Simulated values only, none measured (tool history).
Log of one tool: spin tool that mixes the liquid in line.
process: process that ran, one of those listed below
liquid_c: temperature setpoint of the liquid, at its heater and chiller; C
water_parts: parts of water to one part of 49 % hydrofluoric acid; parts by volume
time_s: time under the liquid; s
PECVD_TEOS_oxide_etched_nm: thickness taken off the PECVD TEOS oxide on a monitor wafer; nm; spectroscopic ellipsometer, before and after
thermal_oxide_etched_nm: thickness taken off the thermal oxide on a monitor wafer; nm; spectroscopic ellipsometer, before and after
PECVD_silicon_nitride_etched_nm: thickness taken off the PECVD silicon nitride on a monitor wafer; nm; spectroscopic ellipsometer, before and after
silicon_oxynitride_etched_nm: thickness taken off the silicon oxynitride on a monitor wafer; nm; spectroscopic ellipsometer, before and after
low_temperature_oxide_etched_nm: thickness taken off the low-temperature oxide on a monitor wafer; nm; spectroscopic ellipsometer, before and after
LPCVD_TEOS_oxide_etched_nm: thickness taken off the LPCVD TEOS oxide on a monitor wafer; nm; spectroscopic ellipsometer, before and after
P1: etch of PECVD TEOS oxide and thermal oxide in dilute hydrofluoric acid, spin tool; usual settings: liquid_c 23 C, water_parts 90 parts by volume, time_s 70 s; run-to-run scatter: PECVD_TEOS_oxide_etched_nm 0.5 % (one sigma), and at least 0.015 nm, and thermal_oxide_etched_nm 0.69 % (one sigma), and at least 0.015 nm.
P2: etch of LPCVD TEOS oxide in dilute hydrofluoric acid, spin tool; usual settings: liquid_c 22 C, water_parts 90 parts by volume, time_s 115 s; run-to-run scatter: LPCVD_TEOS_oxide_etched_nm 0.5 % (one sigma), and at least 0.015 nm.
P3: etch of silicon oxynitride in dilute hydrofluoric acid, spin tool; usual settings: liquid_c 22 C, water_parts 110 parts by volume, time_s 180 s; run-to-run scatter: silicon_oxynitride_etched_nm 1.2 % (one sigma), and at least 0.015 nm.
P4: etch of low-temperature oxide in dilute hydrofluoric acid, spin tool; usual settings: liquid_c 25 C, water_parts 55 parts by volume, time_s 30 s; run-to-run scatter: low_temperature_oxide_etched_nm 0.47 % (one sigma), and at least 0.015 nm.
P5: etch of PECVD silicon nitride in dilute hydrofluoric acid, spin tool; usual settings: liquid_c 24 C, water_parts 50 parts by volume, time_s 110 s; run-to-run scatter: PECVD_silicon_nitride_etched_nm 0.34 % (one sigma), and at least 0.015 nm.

run,hour,process,liquid_c,water_parts,time_s,PECVD_TEOS_oxide_etched_nm,thermal_oxide_etched_nm,PECVD_silicon_nitride_etched_nm,silicon_oxynitride_etched_nm,low_temperature_oxide_etched_nm,LPCVD_TEOS_oxide_etched_nm
1,7.6,P1,23,90,70,7.4218,3.64340,,,,
2,11.9,P1,23,60,15,2.4689,1.21400,,,,
3,18.0,P5,24,20,110,,,28.5330,,,
4,24.1,P5,18,50,110,,,7.8207,,,
5,29.8,P3,22,110,180,,,,2.2790,,
6,36.5,P3,22,180,180,,,,1.3265,,
7,40.7,P1,23,90,70,7.4720,3.64390,,,,
8,44.7,P4,25,55,30,,,,,16.508,
9,52.4,P2,22,90,20,,,,,,8.2136
10,60.8,P1,23,90,120,12.7220,6.17480,,,,
11,65.6,P2,22,90,115,,,,,,47.6890
12,69.7,P3,22,110,360,,,,4.5592,,
13,75.7,P1,23,150,70,4.0772,2.03320,,,,
14,80.5,P4,25,90,30,,,,,9.605,
15,88.2,P1,23,55,70,12.6780,6.14220,,,,
16,93.0,P1,23,90,15,1.5797,0.75402,,,,
17,97.0,P3,17,110,180,,,,1.7662,,
18,103.4,P4,25,55,60,,,,,32.855,

Run 19 comes next. What will it give?
19,109.2,P2,22,90,115,,,,,,?

{"run 19": {"LPCVD_TEOS_oxide_etched_nm": 47.657}}
